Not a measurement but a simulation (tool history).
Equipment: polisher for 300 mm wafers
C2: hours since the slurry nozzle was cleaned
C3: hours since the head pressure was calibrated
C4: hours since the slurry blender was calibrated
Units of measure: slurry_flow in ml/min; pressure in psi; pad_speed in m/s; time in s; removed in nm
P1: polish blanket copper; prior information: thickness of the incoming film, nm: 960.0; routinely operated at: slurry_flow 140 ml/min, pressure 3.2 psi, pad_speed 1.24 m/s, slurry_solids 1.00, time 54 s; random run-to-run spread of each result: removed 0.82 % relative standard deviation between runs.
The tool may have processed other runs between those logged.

{"run": 1, "hour": 10.0, "slurry_flow": 140, "pressure": 3.2, "pad_speed": 1.24, "slurry_solids": 1.0, "time": 54, "wafers polished on this pad": 940, "C2": 272.7, "C3": 131.9, "C4": 49.9, "removed": 227.79}
{"run": 2, "hour": 25.0, "slurry_flow": 140, "pressure": 2.2, "pad_speed": 1.24, "slurry_solids": 1.0, "time": 54, "wafers polished on this pad": 1139, "C2": 287.7, "C3": 146.9, "C4": 64.9, "removed": 153.81}
{"run": 3, "hour": 38.9, "slurry_flow": 140, "pressure": 1.6, "pad_speed": 1.24, "slurry_solids": 1.0, "time": 67, "wafers polished on this pad": 1323, "C2": 301.6, "C3": 160.8, "C4": 78.8, "removed": 140.53}
{"run": 4, "hour": 49.6, "slurry_flow": 140, "pressure": 3.2, "pad_speed": 1.24, "slurry_solids": 1.0, "time": 54, "wafers polished on this pad": 1464, "C2": 312.3, "C3": 171.5, "C4": 89.5, "removed": 223.29}
{"run": 5, "hour": 62.6, "slurry_flow": 140, "pressure": 3.2, "pad_speed": 0.68, "slurry_solids": 1.0, "time": 54, "wafers polished on this pad": 1636, "C2": 325.3, "C3": 184.5, "C4": 102.5, "removed": 124.24}
{"run": 6, "hour": 75.4, "slurry_flow": 85, "pressure": 3.2, "pad_speed": 1.24, "slurry_solids": 1.0, "time": 54, "wafers polished on this pad": 1806, "C2": 338.1, "C3": 197.3, "C4": 115.3, "removed": 197.14}
{"run": 7, "hour": 83.0, "slurry_flow": 140, "pressure": 3.2, "pad_speed": 1.24, "slurry_solids": 0.6, "time": 54, "wafers polished on this pad": 1906, "C2": 345.7, "C3": 204.9, "C4": 122.9, "removed": 201.2}
{"run": 8, "hour": 93.4, "slurry_flow": 140, "pressure": 3.2, "pad_speed": 1.24, "slurry_solids": 1.0, "time": 54, "wafers polished on this pad": 2044, "C2": 356.1, "C3": 215.3, "C4": 133.3, "removed": 223.7}
{"run": 9, "hour": 104.8, "slurry_flow": 140, "pressure": 3.2, "pad_speed": 1.24, "slurry_solids": 1.0, "time": 79, "wafers polished on this pad": 2195, "C2": 367.5, "C3": 226.7, "C4": 144.7, "removed": 330.39}
{"run": 10, "hour": 118.1, "slurry_flow": 140, "pressure": 4.5, "pad_speed": 1.24, "slurry_solids": 1.0, "time": 54, "wafers polished on this pad": 2371, "C2": 380.8, "C3": 240.0, "C4": 158.0, "removed": 320.59}
{"run": 11, "hour": 131.6, "slurry_flow": 140, "pressure": 3.2, "pad_speed": 1.24, "slurry_solids": 1.0, "time": 28, "wafers polished on this pad": 2549, "C2": 394.3, "C3": 253.5, "C4": 171.5, "removed": 115.8}
{"run": 12, "hour": 144.4, "slurry_flow": 195, "pressure": 3.2, "pad_speed": 1.24, "slurry_solids": 1.0, "time": 54, "wafers polished on this pad": 2719, "C2": 407.1, "C3": 266.3, "C4": 184.3, "removed": 234.76}
{"run": 13, "hour": 158.9, "slurry_flow": 140, "pressure": 3.2, "pad_speed": 1.96, "slurry_solids": 1.0, "time": 54, "wafers polished on this pad": 2911, "C2": 421.6, "C3": 280.8, "C4": 198.8, "removed": 356.25}
{"run": 14, "hour": 168.5, "slurry_flow": 140, "pressure": 3.2, "pad_speed": 1.24, "slurry_solids": 1.0, "time": 54, "wafers polished on this pad": 3038, "C2": 431.2, "C3": 290.4, "C4": 208.4, "removed": 225.34}
{"run": 15, "hour": 177.2, "slurry_flow": 140, "pressure": 3.2, "pad_speed": 1.24, "slurry_solids": 1.45, "time": 54, "wafers polished on this pad": 3153, "C2": 439.9, "C3": 299.1, "C4": 217.1, "removed": 243.1}
{"run": 16, "hour": 187.0, "slurry_flow": 220, "pressure": 3.2, "pad_speed": 0.7, "slurry_solids": 1.0, "time": 54, "wafers polished on this pad": 3283, "C2": 449.7, "C3": 308.9, "C4": 226.9, "removed": 137.65}
{"run": 17, "hour": 199.1, "slurry_flow": 140, "pressure": 3.2, "pad_speed": 1.24, "slurry_solids": 1.0, "time": 54, "wafers polished on this pad": 3443, "C2": 461.8, "C3": 321.0, "C4": 239.0, "removed": 223.1}
{"run": 18, "hour": 209.6, "slurry_flow": 140, "pressure": 3.2, "pad_speed": 1.24, "slurry_solids": 1.0, "time": 54, "wafers polished on this pad": 3582, "C2": 472.3, "C3": 331.5, "C4": 249.5, "removed": 227.18}
{"run": 19, "hour": 222.8, "slurry_flow": 140, "pressure": 3.2, "pad_speed": 1.24, "slurry_solids": 1.0, "time": 54, "wafers polished on this pad": 3756, "C2": 485.5, "C3": 344.7, "C4": 262.7, "removed": 216.46}
{"run": 20, "hour": 234.7, "slurry_flow": 140, "pressure": 3.2, "pad_speed": 1.24, "slurry_solids": 1.0, "time": 54, "wafers polished on this pad": 3914, "C2": 497.4, "C3": 356.6, "C4": 274.6, "removed": 211.94}
{"run": 21, "hour": 248.8, "slurry_flow": 140, "pressure": 3.2, "pad_speed": 1.24, "slurry_solids": 1.0, "time": 54, "wafers polished on this pad": 4100, "C2": 511.5, "C3": 370.7, "C4": 288.7, "removed": 208.35}
{"run": 22, "hour": 263.7, "slurry_flow": 140, "pressure": 3.2, "pad_speed": 1.24, "slurry_solids": 1.0, "time": 54, "wafers polished on this pad": 4298, "C2": 526.4, "C3": 385.6, "C4": 303.6, "removed": 205.15}
{"run": 23, "hour": 276.2, "slurry_flow": 140, "pressure": 3.2, "pad_speed": 1.24, "slurry_solids": 1.0, "time": 54, "wafers polished on this pad": 4463, "C2": 538.9, "C3": 398.1, "C4": 316.1, "removed": 204.27}
{"run": 24, "hour": 290.2, "slurry_flow": 140, "pressure": 3.2, "pad_speed": 1.24, "slurry_solids": 1.0, "time": 54, "wafers polished on this pad": 4648, "C2": 552.9, "C3": 412.1, "C4": 330.1, "removed": 206.6}
{"hour": 293.8, "done": "worn pad replaced by a new one"}
{"hour": 294.4, "done": "slurry blender recalibrated"}
{"run": 25, "hour": 303.6, "slurry_flow": 140, "pressure": 3.2, "pad_speed": 1.24, "slurry_solids": 1.0, "time": 54, "wafers polished on this pad": 130, "C2": 566.3, "C3": 425.5, "C4": 9.3, "removed": 203.38}
{"run": 26, "hour": 311.5, "slurry_flow": 140, "pressure": 3.2, "pad_speed": 1.24, "slurry_solids": 1.0, "time": 54, "wafers polished on this pad": 234, "C2": 574.2, "C3": 433.4, "C4": 17.2, "removed": 200.08}
{"run": 27, "hour": 322.2, "slurry_flow": 140, "pressure": 3.2, "pad_speed": 1.24, "slurry_solids": 1.0, "time": 54, "wafers polished on this pad": 376, "C2": 584.9, "C3": 444.1, "C4": 27.9, "removed": 203.3}
{"run": 28, "hour": 334.1, "slurry_flow": 140, "pressure": 3.2, "pad_speed": 1.24, "slurry_solids": 1.0, "time": 54, "wafers polished on this pad": 533, "C2": 596.8, "C3": 456.0, "C4": 39.8, "removed": 201.44}
{"run": 29, "hour": 340.6, "slurry_flow": 140, "pressure": 3.2, "pad_speed": 1.24, "slurry_solids": 1.0, "time": 54, "wafers polished on this pad": 619, "C2": 603.3, "C3": 462.5, "C4": 46.3, "removed": 201.74}

P1 no longer gives what it gave before; its output has crept away from where it was. The following 2 causes, each at its listed size, fit the log equally well:
A: head's pressure below its setpoint, % = 10.3
B: slurry flow missing at the pad, % = 37.7
The creep began at about hour 209.6.
Excluded causes, each with its reason:
removal rate lost through wear of the pad, %: its service at hour 293.8 followed the start of the drift and did not put the process back to its old value
abrasive missing from the slurry, %: its service at hour 294.4 followed the start of the drift and did not put the process back to its old value

Of the 4 check runs below, each run on 5 wafers with the results averaged and each result still a question mark, which one would tell the listed causes apart?
{"run": "check 1", "hour": 347.1, "slurry_flow": 190, "pressure": 3.2, "pad_speed": 1.24, "slurry_solids": 1.0, "time": 54, "removed": "?"}
{"run": "check 2", "hour": 347.1, "slurry_flow": 140, "pressure": 3.2, "pad_speed": 1.24, "slurry_solids": 1.0, "time": 34, "removed": "?"}
{"run": "check 3", "hour": 347.1, "slurry_flow": 140, "pressure": 3.9, "pad_speed": 1.24, "slurry_solids": 1.0, "time": 54, "removed": "?"}
{"run": "check 4", "hour": 347.1, "slurry_flow": 140, "pressure": 3.2, "pad_speed": 1.24, "slurry_solids": 1.35, "time": 36, "removed": "?"}

Expected result of each check under each candidate cause:
check=check_1 result=removed if_A=211.54 if_B=217.19
check=check_2 result=removed if_A=126.83 if_B=126.83
check=check_3 result=removed if_A=245.49 if_B=245.51
check=check_4 result=removed if_A=143.37 if_B=143.38
Gap, in per cent, between the two causes that each check separates least, read from the result that separates them most: check 1 2.64 %; check 2 0.01 %; check 3 0.01 %; check 4 0.01 %
Check 1 is the one run that separates the causes; every other check would come out nearly the same whichever cause is at work.

Check 1 was carried out, with these results: removed 210.69 nm. Which of the listed causes is responsible?

It was cause A: head's pressure below its setpoint, %.

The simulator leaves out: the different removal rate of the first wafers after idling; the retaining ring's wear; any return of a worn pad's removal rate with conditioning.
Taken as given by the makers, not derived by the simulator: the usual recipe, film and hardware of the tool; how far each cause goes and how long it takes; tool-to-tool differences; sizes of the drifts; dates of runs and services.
